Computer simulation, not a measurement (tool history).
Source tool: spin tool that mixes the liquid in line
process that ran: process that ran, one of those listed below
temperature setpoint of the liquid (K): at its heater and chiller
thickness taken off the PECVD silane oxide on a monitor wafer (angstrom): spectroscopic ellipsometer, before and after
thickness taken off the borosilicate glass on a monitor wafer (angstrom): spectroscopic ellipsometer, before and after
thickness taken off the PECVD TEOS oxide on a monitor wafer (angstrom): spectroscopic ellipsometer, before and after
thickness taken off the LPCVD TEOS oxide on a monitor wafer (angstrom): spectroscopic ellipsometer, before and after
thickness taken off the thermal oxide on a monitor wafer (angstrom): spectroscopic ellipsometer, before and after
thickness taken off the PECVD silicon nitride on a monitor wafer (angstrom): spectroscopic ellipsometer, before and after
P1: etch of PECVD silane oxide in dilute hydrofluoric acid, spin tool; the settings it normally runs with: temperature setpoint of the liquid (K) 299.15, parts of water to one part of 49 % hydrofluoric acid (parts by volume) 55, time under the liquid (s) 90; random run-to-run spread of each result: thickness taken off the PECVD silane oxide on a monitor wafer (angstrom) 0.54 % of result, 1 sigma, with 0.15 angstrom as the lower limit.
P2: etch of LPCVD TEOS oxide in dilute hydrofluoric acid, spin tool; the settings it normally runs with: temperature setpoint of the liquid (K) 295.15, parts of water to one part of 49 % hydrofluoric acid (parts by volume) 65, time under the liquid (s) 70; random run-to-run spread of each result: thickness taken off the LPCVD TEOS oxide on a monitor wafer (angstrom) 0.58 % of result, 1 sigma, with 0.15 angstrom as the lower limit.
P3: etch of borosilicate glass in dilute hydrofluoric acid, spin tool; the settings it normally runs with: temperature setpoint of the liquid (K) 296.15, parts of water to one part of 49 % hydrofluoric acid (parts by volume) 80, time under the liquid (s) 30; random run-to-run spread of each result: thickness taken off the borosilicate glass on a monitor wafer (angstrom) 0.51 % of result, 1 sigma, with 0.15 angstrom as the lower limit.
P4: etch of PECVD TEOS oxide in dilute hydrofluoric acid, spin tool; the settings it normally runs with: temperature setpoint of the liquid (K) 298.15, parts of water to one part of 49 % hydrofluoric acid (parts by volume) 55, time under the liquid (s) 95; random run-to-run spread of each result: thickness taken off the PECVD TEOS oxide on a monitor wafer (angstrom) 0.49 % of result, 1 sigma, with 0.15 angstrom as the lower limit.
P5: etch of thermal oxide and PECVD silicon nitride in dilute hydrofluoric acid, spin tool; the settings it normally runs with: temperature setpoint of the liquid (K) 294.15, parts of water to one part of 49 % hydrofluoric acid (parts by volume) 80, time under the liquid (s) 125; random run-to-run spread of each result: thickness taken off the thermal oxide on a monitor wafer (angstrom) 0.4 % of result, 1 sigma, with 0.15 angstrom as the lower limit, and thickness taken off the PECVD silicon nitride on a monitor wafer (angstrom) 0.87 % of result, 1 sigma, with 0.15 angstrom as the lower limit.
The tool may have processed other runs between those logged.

| run | day | process that ran | temperature setpoint of the liquid (K) | parts of water to one part of 49 % hydrofluoric acid (parts by volume) | time under the liquid (s) | hours since the thermometer was replaced | hours since the hydrofluoric acid flow meter was replaced | thickness taken off the PECVD silane oxide on a monitor wafer (angstrom) | thickness taken off the borosilicate glass on a monitor wafer (angstrom) | thickness taken off the PECVD TEOS oxide on a monitor wafer (angstrom) | thickness taken off the LPCVD TEOS oxide on a monitor wafer (angstrom) | thickness taken off the thermal oxide on a monitor wafer (angstrom) | thickness taken off the PECVD silicon nitride on a monitor wafer (angstrom) |
|---|---|---|---|---|---|---|---|---|---|---|---|---|---|
| 1 | 0.75 | P1 | 299.15 | 55 | 90 | 313.2 | 408.8 | 541.09 |  |  |  |  |  |
| 2 | 1.1 | P3 | 296.15 | 80 | 30 | 321.6 | 417.2 |  | 135.27 |  |  |  |  |
| 3 | 1.667 | P4 | 302.65 | 55 | 95 | 335.2 | 430.8 |  |  | 201.3 |  |  |  |
| 4 | 2.042 | P4 | 298.15 | 55 | 15 | 344.2 | 439.8 |  |  | 27.123 |  |  |  |
| 5 | 2.792 | P1 | 299.15 | 20 | 90 | 362.2 | 457.8 | 1589.5 |  |  |  |  |  |
| 6 | 3.196 | P4 | 298.15 | 55 | 95 | 371.9 | 467.5 |  |  | 169.86 |  |  |  |
| 7 | 3.825 | P1 | 299.15 | 95 | 90 | 387 | 482.6 | 298.04 |  |  |  |  |  |
| 8 | 4.304 | P2 | 295.15 | 65 | 70 | 398.5 | 494.1 |  |  |  | 481.41 |  |  |
| 9 | 4.875 | P1 | 295.15 | 30 | 90 | 412.2 | 507.8 | 872.85 |  |  |  |  |  |
| 10 | 5.546 | P2 | 295.15 | 85 | 70 | 428.3 | 523.9 |  |  |  | 359.68 |  |  |
| 11 | 6.183 | P1 | 303.65 | 55 | 90 | 443.6 | 539.2 | 652.08 |  |  |  |  |  |
| 12 | 6.958 | P1 | 299.15 | 55 | 90 | 462.2 | 557.8 | 542.18 |  |  |  |  |  |
| 13 | 7.533 | P1 | 299.15 | 55 | 25 | 476 | 571.6 | 150.55 |  |  |  |  |  |
| 14 | 7.879 | P1 | 299.15 | 55 | 90 | 484.3 | 579.9 | 544.71 |  |  |  |  |  |
| 15 | 8.612 | P3 | 296.15 | 80 | 15 | 501.9 | 597.5 |  | 68.129 |  |  |  |  |
| 16 | 9.112 | P1 | 299.15 | 20 | 135 | 513.9 | 609.5 | 2348.4 |  |  |  |  |  |
| 17 | 9.579 | P5 | 298.15 | 80 | 125 | 525.1 | 620.7 |  |  |  |  | 76.613 | 38.643 |
| 18 | 10.354 | P5 | 294.15 | 80 | 15 | 543.7 | 639.3 |  |  |  |  | 7.8334 | 3.956 |
| 19 | 10.796 | P1 | 299.15 | 55 | 160 | 554.3 | 649.9 | 965.47 |  |  |  |  |  |
| 20 | 11.488 | P5 | 294.15 | 80 | 125 | 570.9 | 666.5 |  |  |  |  | 65.331 | 30.518 |
| 21 | 11.983 | P4 | 298.15 | 100 | 95 | 582.8 | 678.4 |  |  | 87.179 |  |  |  |
| 22 | 12.438 | P3 | 296.15 | 145 | 30 | 593.7 | 689.3 |  | 69.576 |  |  |  |  |
| 23 | 13.104 | P1 | 299.15 | 55 | 90 | 609.7 | 705.3 | 548.45 |  |  |  |  |  |
| 24 | 13.608 | P1 | 299.15 | 55 | 90 | 621.8 | 717.4 | 543.79 |  |  |  |  |  |
| 25 | 13.979 | P1 | 290.65 | 55 | 90 | 630.7 | 726.3 | 380.78 |  |  |  |  |  |
| 26 | 14.4 | P2 | 295.15 | 65 | 100 | 640.8 | 736.4 |  |  |  | 686.17 |  |  |
| 27 | 15.175 | P3 | 300.65 | 80 | 30 | 659.4 | 755 |  | 161.63 |  |  |  |  |
| 28 | 15.767 | P5 | 294.15 | 45 | 125 | 673.6 | 769.2 |  |  |  |  | 120.39 | 52.972 |
| 29 | 16.362 | P2 | 290.15 | 65 | 70 | 687.9 | 783.5 |  |  |  | 393.15 |  |  |
| 30 | 16.892 | P4 | 298.15 | 55 | 95 | 700.6 | 796.2 |  |  | 168.06 |  |  |  |
| 31 | 17.488 | P1 | 299.15 | 55 | 90 | 714.9 | 810.5 | 545.28 |  |  |  |  |  |
| 32 | 18.162 | P1 | 299.15 | 55 | 90 | 731.1 | 826.7 | 531.01 |  |  |  |  |  |
| 33 | 18.879 | P1 | 299.15 | 55 | 90 | 748.3 | 843.9 | 513.88 |  |  |  |  |  |
| 34 | 19.408 | P1 | 299.15 | 55 | 90 | 761 | 856.6 | 512.73 |  |  |  |  |  |
| 35 | 20.183 | P1 | 299.15 | 55 | 90 | 779.6 | 875.2 | 513.17 |  |  |  |  |  |
| 36 | 20.575 | P1 | 299.15 | 55 | 90 | 789 | 884.6 | 508.84 |  |  |  |  |  |
| 37 | 21.133 | P1 | 299.15 | 55 | 90 | 802.4 | 898 | 507.48 |  |  |  |  |  |
| 38 | 21.483 | P1 | 299.15 | 55 | 90 | 810.8 | 906.4 | 506.1 |  |  |  |  |  |

P1 has crept away from where it was. The log is fitted equally well by each of these 2 causes, at the sizes shown:
A: hydrofluoric acid flow below the setpoint (%) = 6.57
B: liquid colder than its thermometer reads (K) = 1.81
Creep in the process output first set in at about day 17.488.

You are offered 4 check runs, listed below with question marks in place of their results; each one averages 2 wafers. Which run separates the listed causes by giving clearly different results for each?
| check 1 | 21.833 | P4 | 298.15 | 55 | 95 |  |  |  |  | ? |  |  |  |
| check 2 | 21.833 | P2 | 295.15 | 65 | 70 |  |  |  |  |  | ? |  |  |
| check 3 | 21.833 | P3 | 296.15 | 80 | 30 |  |  |  | ? |  |  |  |  |
| check 4 | 21.833 | P5 | 294.15 | 80 | 125 |  |  |  |  |  |  | ? | ? |

How each check would come out, cause by cause:
| check | result | if A | if B |
|---|---|---|---|
| check 1 | thickness taken off the PECVD TEOS oxide on a monitor wafer (angstrom) | 157.71 | 157.56 |
| check 2 | thickness taken off the LPCVD TEOS oxide on a monitor wafer (angstrom) | 450.37 | 449.55 |
| check 3 | thickness taken off the borosilicate glass on a monitor wafer (angstrom) | 125.58 | 125.7 |
| check 4 | thickness taken off the thermal oxide on a monitor wafer (angstrom) | 60.471 | 60.432 |
| check 4 | thickness taken off the PECVD silicon nitride on a monitor wafer (angstrom) | 28.181 | 26.604 |
Per check, the gap between the least separated pair of causes, taken in the result that splits them most: check 1 0.09 %; check 2 0.18 %; check 3 0.1 %; check 4 5.76 %
The causes can be told apart only by check 4. The other checks would give nearly the same results under each of them.

Here is what check 4 returned: thickness taken off the thermal oxide on a monitor wafer (angstrom) 60.401; thickness taken off the PECVD silicon nitride on a monitor wafer (angstrom) 27.76. Which cause is it?

It is A: hydrofluoric acid flow below the setpoint (%).
